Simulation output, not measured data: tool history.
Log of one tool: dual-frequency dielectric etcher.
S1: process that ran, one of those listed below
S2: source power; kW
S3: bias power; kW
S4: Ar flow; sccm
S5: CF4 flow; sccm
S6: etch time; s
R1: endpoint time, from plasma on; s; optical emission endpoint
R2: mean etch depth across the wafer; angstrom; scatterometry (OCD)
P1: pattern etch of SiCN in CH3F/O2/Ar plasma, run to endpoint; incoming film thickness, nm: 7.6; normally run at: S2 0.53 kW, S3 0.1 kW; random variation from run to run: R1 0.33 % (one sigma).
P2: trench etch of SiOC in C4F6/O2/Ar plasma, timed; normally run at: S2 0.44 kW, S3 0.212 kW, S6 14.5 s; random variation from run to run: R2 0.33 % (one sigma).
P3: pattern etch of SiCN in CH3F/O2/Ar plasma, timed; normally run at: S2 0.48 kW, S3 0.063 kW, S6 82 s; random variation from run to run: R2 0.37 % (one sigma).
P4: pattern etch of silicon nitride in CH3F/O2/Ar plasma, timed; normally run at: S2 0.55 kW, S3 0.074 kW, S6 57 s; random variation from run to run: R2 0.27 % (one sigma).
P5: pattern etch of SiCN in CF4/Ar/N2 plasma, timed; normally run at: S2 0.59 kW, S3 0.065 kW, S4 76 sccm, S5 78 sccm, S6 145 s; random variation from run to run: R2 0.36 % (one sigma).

| run | hour | S1 | S2 | S3 | S4 | S5 | S6 | R1 | R2 |
|---|---|---|---|---|---|---|---|---|---|
| 1 | 7.4 | P1 | 0.53 | 0.1 |  |  |  | 15.849 |  |
| 2 | 12.2 | P5 | 0.59 | 0.065 | 99 | 78 | 145 |  | 1582.6 |
| 3 | 20.8 | P1 | 0.53 | 0.1 |  |  |  | 15.911 |  |
| 4 | 26.7 | P5 | 0.59 | 0.083 | 76 | 78 | 145 |  | 1787.3 |
| 5 | 31.4 | P1 | 0.53 | 0.1 |  |  |  | 15.871 |  |
| 6 | 36.4 | P1 | 0.7 | 0.1 |  |  |  | 14.365 |  |
| 7 | 42.5 | P5 | 0.59 | 0.065 | 76 | 78 | 145 |  | 1654.1 |
| 8 | 49.3 | P2 | 0.53 | 0.212 |  |  | 14.5 |  | 351.53 |
| 9 | 53.4 | P1 | 0.53 | 0.1 |  |  |  | 15.848 |  |
| 10 | 60.8 | P3 | 0.48 | 0.063 |  |  | 82 |  | 309.08 |
| 11 | 65.2 | P1 | 0.53 | 0.1 |  |  |  | 15.819 |  |
| 12 | 73.7 | P1 | 0.41 | 0.124 |  |  |  | 16.063 |  |
| 13 | 82 | P3 | 0.58 | 0.063 |  |  | 82 |  | 331.24 |
| 14 | 89.3 | P4 | 0.55 | 0.074 |  |  | 34 |  | 268.17 |
| 15 | 93.3 | P5 | 0.78 | 0.065 | 76 | 78 | 145 |  | 2116.9 |
| 16 | 101.2 | P4 | 0.55 | 0.104 |  |  | 57 |  | 506.48 |
| 17 | 108.7 | P2 | 0.44 | 0.212 |  |  | 14.5 |  | 327.82 |
| 18 | 116.1 | P1 | 0.53 | 0.061 |  |  |  | 18.736 |  |
| 19 | 124.7 | P3 | 0.48 | 0.038 |  |  | 82 |  | 263.2 |
|  | 125.9 | wet clean of the chamber |
| 20 | 129.9 | P5 | 0.59 | 0.065 | 76 | 78 | 145 |  | 1650.7 |
| 21 | 137.4 | P2 | 0.44 | 0.212 |  |  | 10 |  | 225.54 |
| 22 | 143.7 | P2 | 0.44 | 0.212 |  |  | 14.5 |  | 328.53 |
| 23 | 147.7 | P5 | 0.59 | 0.065 | 76 | 78 | 184.5 |  | 2081.7 |
| 24 | 155.1 | P1 | 0.53 | 0.134 |  |  |  | 14.13 |  |
| 25 | 159.5 | P1 | 0.53 | 0.1 |  |  |  | 15.89 |  |
| 26 | 166.5 | P1 | 0.32 | 0.1 |  |  |  | 19.059 |  |
| 27 | 172 | P3 | 0.48 | 0.063 |  |  | 109.5 |  | 415.27 |
| 28 | 179.1 | P4 | 0.55 | 0.074 |  |  | 57 |  | 449.95 |
| 29 | 186.9 | P5 | 0.59 | 0.065 | 76 | 58 | 145 |  | 1573.4 |
| 30 | 193.3 | P2 | 0.44 | 0.269 |  |  | 14.5 |  | 354.14 |
| 31 | 201.9 | P4 | 0.45 | 0.074 |  |  | 57 |  | 416.55 |
| 32 | 209.3 | P1 | 0.53 | 0.1 |  |  |  | 15.852 |  |
| 33 | 216.6 | P1 | 0.53 | 0.1 |  |  |  | 15.979 |  |
| 34 | 224.4 | P1 | 0.53 | 0.1 |  |  |  | 16.048 |  |
| 35 | 233 | P1 | 0.53 | 0.1 |  |  |  | 16.024 |  |
|  | 236.4 | wet clean of the chamber |
| 36 | 238.9 | P1 | 0.53 | 0.1 |  |  |  | 16.002 |  |
| 37 | 244.8 | P1 | 0.53 | 0.1 |  |  |  | 16.085 |  |
| 38 | 251.3 | P1 | 0.53 | 0.1 |  |  |  | 16.152 |  |
| 39 | 258 | P1 | 0.53 | 0.1 |  |  |  | 16.079 |  |
| 40 | 265.3 | P1 | 0.53 | 0.1 |  |  |  | 16.124 |  |
| 41 | 271.8 | P1 | 0.53 | 0.1 |  |  |  | 16.138 |  |
| 42 | 276.8 | P1 | 0.53 | 0.1 |  |  |  | 16.092 |  |
| 43 | 284.7 | P1 | 0.53 | 0.1 |  |  |  | 16.21 |  |

What P1 gives has crept away from where it was. These 2 causes fit the log equally well, each at the size given:
A: source power that arrives under what is set, % = 4.76
B: bias power that arrives under what is set, % = 4.78
The creep began at about hour 209.3.
Why every other cause is out:
chamber walls in a state that lowers the etch rate, %: serviced at hour 236.4, which brought nothing back

4 check runs are offered, one wafer each, their results left as question marks. Which one tells the causes apart?
| check 1 | 292.6 | P2 | 0.44 | 0.212 |  |  | 14.5 |  | ? |
| check 2 | 292.6 | P3 | 0.48 | 0.063 |  |  | 82 |  | ? |
| check 3 | 292.6 | P4 | 0.55 | 0.074 |  |  | 57 |  | ? |
| check 4 | 292.6 | P5 | 0.59 | 0.065 | 76 | 78 | 145 |  | ? |

What each check would give under each cause:
| check | result | if A | if B |
|---|---|---|---|
| check 1 | R2 | 321.56 | 322.52 |
| check 2 | R2 | 304.03 | 304.68 |
| check 3 | R2 | 440.81 | 441.79 |
| check 4 | R2 | 1578.8 | 1623.9 |
How far apart the two closest causes lie, in the result that separates them most: check 1 0.3 %; check 2 0.21 %; check 3 0.22 %; check 4 2.81 %
Check 4 tells the causes apart: in the others they would give nearly the same result.

Check 4 was then run and gave: R2 1622.7 angstrom. Which cause is it?

It is B: bias power that arrives under what is set, %.

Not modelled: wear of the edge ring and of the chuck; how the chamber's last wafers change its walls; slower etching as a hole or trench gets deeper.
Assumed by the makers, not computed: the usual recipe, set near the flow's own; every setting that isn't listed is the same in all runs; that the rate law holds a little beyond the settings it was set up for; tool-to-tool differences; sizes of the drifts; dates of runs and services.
